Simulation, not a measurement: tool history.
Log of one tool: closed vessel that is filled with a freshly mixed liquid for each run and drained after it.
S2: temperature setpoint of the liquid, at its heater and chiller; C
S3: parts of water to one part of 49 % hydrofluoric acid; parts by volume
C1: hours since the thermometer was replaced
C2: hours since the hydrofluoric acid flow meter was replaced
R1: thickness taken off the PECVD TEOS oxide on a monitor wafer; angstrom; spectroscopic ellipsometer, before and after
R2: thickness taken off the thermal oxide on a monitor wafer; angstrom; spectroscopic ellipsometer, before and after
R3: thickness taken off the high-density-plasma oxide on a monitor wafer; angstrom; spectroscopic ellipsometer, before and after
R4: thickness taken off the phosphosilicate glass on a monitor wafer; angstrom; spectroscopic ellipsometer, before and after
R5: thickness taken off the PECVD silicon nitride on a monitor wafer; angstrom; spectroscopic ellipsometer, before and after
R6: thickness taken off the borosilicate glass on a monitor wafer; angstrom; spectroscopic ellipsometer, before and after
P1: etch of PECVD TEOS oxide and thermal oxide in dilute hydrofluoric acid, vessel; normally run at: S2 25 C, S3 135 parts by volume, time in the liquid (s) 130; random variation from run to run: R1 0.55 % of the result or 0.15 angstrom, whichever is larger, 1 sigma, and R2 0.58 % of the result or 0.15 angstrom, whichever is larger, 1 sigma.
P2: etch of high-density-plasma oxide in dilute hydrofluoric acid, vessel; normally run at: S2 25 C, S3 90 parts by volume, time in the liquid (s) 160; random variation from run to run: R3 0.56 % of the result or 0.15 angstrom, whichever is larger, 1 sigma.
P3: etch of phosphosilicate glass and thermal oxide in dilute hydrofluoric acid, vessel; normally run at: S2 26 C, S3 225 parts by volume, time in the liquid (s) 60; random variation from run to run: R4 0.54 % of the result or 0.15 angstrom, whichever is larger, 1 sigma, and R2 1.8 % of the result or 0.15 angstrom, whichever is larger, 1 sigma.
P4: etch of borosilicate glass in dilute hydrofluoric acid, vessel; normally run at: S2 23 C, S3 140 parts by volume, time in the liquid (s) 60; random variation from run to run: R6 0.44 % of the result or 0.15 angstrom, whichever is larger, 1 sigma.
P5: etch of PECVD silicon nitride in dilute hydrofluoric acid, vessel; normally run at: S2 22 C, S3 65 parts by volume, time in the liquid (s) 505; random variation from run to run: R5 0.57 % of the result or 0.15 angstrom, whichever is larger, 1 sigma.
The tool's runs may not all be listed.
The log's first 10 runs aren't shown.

{"hour": 137.4, "done": "thermometer replaced"}
{"run": 11, "hour": 145.4, "process that ran": "P2", "S2": 25, "S3": 90, "time in the liquid (s)": 160, "C1": 8, "C2": 21, "R3": 119.73}
{"run": 12, "hour": 161.8, "process that ran": "P1", "S2": 25, "S3": 20, "time in the liquid (s)": 130, "C1": 24.4, "C2": 37.4, "R1": 1483.7, "R2": 354.81}
{"run": 13, "hour": 177.0, "process that ran": "P4", "S2": 23, "S3": 140, "time in the liquid (s)": 60, "C1": 39.6, "C2": 52.6, "R6": 129.1}
{"run": 14, "hour": 187.0, "process that ran": "P3", "S2": 26, "S3": 390, "time in the liquid (s)": 60, "C1": 49.6, "C2": 62.6, "R2": 6.0642, "R4": 173.91}
{"run": 15, "hour": 200.0, "process that ran": "P1", "S2": 21, "S3": 135, "time in the liquid (s)": 130, "C1": 62.6, "C2": 75.6, "R1": 160.7, "R2": 38.314}
{"run": 16, "hour": 215.4, "process that ran": "P1", "S2": 25, "S3": 135, "time in the liquid (s)": 130, "C1": 78, "C2": 91, "R1": 186.46, "R2": 45.396}
{"run": 17, "hour": 225.0, "process that ran": "P4", "S2": 18, "S3": 140, "time in the liquid (s)": 60, "C1": 87.6, "C2": 100.6, "R6": 105.42}
{"run": 18, "hour": 238.6, "process that ran": "P1", "S2": 25, "S3": 135, "time in the liquid (s)": 130, "C1": 101.2, "C2": 114.2, "R1": 188.48, "R2": 44.912}
{"run": 19, "hour": 246.7, "process that ran": "P1", "S2": 25, "S3": 135, "time in the liquid (s)": 30, "C1": 109.3, "C2": 122.3, "R1": 43.178, "R2": 10.452}
{"run": 20, "hour": 265.5, "process that ran": "P1", "S2": 25, "S3": 245, "time in the liquid (s)": 130, "C1": 128.1, "C2": 141.1, "R1": 92.164, "R2": 21.912}
{"run": 21, "hour": 279.8, "process that ran": "P2", "S2": 25, "S3": 130, "time in the liquid (s)": 160, "C1": 142.4, "C2": 155.4, "R3": 79.244}
{"run": 22, "hour": 292.4, "process that ran": "P2", "S2": 25, "S3": 90, "time in the liquid (s)": 75, "C1": 155, "C2": 168, "R3": 56.689}
{"run": 23, "hour": 306.5, "process that ran": "P5", "S2": 22, "S3": 65, "time in the liquid (s)": 180, "C1": 169.1, "C2": 182.1, "R5": 74.636}

Run 24 comes next. What will it give?
{"run": 24, "hour": 324.5, "process that ran": "P1", "S2": 25, "S3": 135, "time in the liquid (s)": 130, "C1": 187.1, "C2": 200.1, "R1": "?", "R2": "?"}

{"run 24": {"R1": 187.29, "R2": 45.236}}

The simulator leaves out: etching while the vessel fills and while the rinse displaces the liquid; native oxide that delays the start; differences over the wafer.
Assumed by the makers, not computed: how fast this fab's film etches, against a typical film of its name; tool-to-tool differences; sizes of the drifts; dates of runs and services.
